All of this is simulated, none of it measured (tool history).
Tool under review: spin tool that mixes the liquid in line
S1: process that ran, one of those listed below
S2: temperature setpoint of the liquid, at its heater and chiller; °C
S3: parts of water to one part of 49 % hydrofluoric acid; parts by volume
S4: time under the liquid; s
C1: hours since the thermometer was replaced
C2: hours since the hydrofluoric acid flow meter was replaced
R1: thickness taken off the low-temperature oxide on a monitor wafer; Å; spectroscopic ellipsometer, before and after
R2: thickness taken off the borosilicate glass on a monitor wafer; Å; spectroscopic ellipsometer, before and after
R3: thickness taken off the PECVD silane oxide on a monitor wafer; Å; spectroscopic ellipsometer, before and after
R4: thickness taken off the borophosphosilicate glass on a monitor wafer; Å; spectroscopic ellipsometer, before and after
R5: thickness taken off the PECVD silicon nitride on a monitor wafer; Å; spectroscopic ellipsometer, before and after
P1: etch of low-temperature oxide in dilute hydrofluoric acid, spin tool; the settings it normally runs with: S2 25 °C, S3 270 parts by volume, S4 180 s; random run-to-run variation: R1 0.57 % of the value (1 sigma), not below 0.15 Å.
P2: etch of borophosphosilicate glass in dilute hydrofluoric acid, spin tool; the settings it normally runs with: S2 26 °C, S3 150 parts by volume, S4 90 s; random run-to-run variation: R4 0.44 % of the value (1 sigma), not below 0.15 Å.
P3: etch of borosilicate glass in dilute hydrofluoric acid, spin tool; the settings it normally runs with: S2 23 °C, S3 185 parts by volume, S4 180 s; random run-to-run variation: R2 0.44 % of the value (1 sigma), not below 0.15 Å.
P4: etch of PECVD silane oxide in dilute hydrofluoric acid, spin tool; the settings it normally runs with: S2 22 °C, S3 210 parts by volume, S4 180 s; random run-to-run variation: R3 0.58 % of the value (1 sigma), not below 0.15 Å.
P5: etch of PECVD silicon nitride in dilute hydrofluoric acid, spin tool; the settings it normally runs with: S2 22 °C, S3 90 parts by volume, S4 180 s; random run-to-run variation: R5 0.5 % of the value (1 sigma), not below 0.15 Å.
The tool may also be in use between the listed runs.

run   hour  S1    S2   S3   S4     C1     C2      R1      R2      R3      R4      R5
  1    5.8  P1    25  270  180  188.2  709.9  200.03
  2   11.8  P3    23  185   40  194.2  715.9          59.302
  3   15.6  P4    22  210   15    198  719.7                  8.8048
  4   21.5  P2    26   90   90  203.9  725.6                          397.57
  5   25.6  P1    25  270  180    208  729.7  199.13
  6   31.5  P1    25  270  180  213.9  735.6  201.29
  7     38  P4    27  210  180  220.4  742.1                   127.3
  8   41.9  P1    25  270   80  224.3    746  89.197
  9   46.9  P1    25  270  180  229.3    751  199.72
 10   51.2  P1    25  270  180  233.6  755.3   200.3
 11   56.7  P4    22  210  180  239.1  760.8                  106.27
 12   63.9  P1    25  415  180  246.3    768  113.45
 13   69.6  P1    25  270  180    252  773.7  197.74
 14   74.5  P1  29.5  270  180  256.9  778.6  232.31
 15   78.9  P1    20  270  180  261.3    783  166.63
 16   84.6  P2    26  150   45    267  788.7                           112.1
 17   91.8  P5    22   90  180  274.2  795.9                                  85.498
 18   97.9  P1    25   70  180  280.3    802  980.94
 19  105.5  P5    22  155  180  287.9  809.6                                  49.854
 20  112.7  P4    22  210  180  295.1  816.8                  105.62
 21  118.6  P2    26  150   90    301  822.7                          222.45
 22    123  P5    22   90  180  305.4  827.1                                  85.403
 23  129.5  P1  19.5  460  180  311.9  833.6  81.951
 24  133.7  P1    25  270  310  316.1  837.8  344.98
 25  137.4  P4    22  375  180  319.8  841.5                  51.134
 26    144  P3    23  185  180  326.4  848.1          265.75
 27  150.4  P3    23  305  180  332.8  854.5          141.47
 28  154.2  P2  32.5  150   90  336.6  858.3                          284.45
 29    161  P3  30.5  185  180  343.4  865.1          347.02
 30  165.4  P2    26  150   90  347.8  869.5                          221.67
 31  168.8  P1    29  115  180  351.2  872.9  652.62
 32  174.2  P1    25  405   15  356.6  878.3  9.6753
 33  179.4  P5    22   90  315  361.8  883.5                                  149.25
 34  183.7  P5  28.5   90  180  366.1  887.8                                  131.05
 35  188.1  P1    25  270  180  370.5  892.2  201.15
 36  193.7  P1    25  270  180  376.1  897.8  211.16
 37  198.2  P1    25  270  180  380.6  902.3  211.45
 38  204.9  P1    25  270  180  387.3    909  214.81
 39    210  P1    25  270  180  392.4  914.1  213.06
 40  213.4  P1    25  270  180  395.8  917.5  215.71

For run 41, what comes out?
 41  216.9  P1  25  270  180  399.3  921   ?

{"run 41": {"R1": 216.02}}

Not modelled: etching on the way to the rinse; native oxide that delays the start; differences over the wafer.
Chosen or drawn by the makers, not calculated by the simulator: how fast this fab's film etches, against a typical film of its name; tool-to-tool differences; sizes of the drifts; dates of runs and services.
